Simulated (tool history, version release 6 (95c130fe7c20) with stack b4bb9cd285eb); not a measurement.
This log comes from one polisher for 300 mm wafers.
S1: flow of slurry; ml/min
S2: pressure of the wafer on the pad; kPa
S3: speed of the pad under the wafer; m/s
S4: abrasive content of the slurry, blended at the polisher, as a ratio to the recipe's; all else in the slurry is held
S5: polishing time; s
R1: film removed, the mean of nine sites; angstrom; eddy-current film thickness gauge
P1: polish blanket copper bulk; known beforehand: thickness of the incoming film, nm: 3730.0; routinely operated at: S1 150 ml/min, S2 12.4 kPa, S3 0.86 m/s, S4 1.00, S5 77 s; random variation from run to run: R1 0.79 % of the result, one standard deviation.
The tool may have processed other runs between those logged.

run,hour,S1,S2,S3,S4,S5,R1
1,12.9,150,12.4,0.86,1.00,77,3778.8
2,21.1,150,12.4,0.86,1.00,77,3710.9
3,34.2,150,12.4,0.86,1.50,77,4091.5
4,44.4,150,12.4,0.86,1.00,36,1750.6
5,54.1,150,12.4,0.44,1.00,77,1910.9
6,65.5,150,12.4,0.86,1.00,77,3749.8
7,76.7,150,18.6,0.86,1.00,77,5603.8
8,86.6,150,7.6,0.86,1.00,77,2286.3
9,100.7,150,12.4,0.86,0.55,77,3304.1
10,107.5,150,12.4,0.86,1.00,77,3728.6
# hour 117.7: head pressure recalibrated
11,121.8,115,12.4,0.66,1.00,77,2723.5
12,131.4,215,12.4,0.86,1.00,77,3973.2
13,137.9,150,12.4,0.86,1.00,77,3759.0
14,151.9,150,12.4,1.20,1.00,77,5224.1
15,164.7,90,12.4,0.86,1.00,77,3365.7
16,178.2,150,12.4,0.86,1.00,117,5697.8
17,188.9,150,12.4,0.86,1.00,77,3736.5
18,202.6,90,12.4,0.86,1.25,77,3530.6
19,208.9,150,9.0,1.16,1.00,77,3643.0
20,216.6,150,12.4,0.86,1.00,77,3755.8
21,225.8,150,12.4,0.86,1.00,77,3658.6
22,237.8,150,12.4,0.86,1.00,77,3536.5
# hour 240.2: worn pad replaced by a new one
23,248.1,150,12.4,0.86,1.00,77,3493.5
24,254.9,150,12.4,0.86,1.00,77,3492.7
# hour 261.6: head pressure recalibrated
25,261.9,150,12.4,0.86,1.00,77,3451.6
26,268.8,150,12.4,0.86,1.00,77,3484.4
27,278.4,150,12.4,0.86,1.00,77,3473.4

Something has made what P1 gives creep away from where it was; the 2 causes below, each at its own stated size, fit the log equally well:
A: slurry flow missing at the pad, % = 32
B: abrasive missing from the slurry, % = 31.7
The creep began at about hour 216.6.
Every other cause this tool's parts could produce, and why it does not fit the log:
removal rate lost through wear of the pad, %: serviced at hour 240.2, which brought nothing back
head's pressure below its setpoint, %: serviced at hour 261.6, which brought nothing back

Which of the 4 check runs listed below, each an average over 5 wafers with its results shown as question marks, gives clearly different results under the different listed causes?
check 1,288.0,150,8.3,0.86,1.00,77,?
check 2,288.0,150,12.4,0.86,1.45,115,?
check 3,288.0,110,12.4,0.86,1.00,37,?
check 4,288.0,150,12.4,0.86,0.55,106,?

If the cause were each of the candidates in turn, the checks would give the following:
check,result,if A,if B
check 1,R1,2303.6,2304.2
check 2,R1,5598.2,5579.3
check 3,R1,1521.4,1560.8
check 4,R1,4204.4,4230.9
Per-check spread between the two closest causes, in the result where they differ most: check 1 0.02 %; check 2 0.34 %; check 3 2.56 %; check 4 0.63 %
Check 3 tells the causes apart: in the others they would give nearly the same result.

Running check 3 produced the following: R1 1523.0 angstrom. Which one of the listed causes fits?

It was cause A: slurry flow missing at the pad, %.

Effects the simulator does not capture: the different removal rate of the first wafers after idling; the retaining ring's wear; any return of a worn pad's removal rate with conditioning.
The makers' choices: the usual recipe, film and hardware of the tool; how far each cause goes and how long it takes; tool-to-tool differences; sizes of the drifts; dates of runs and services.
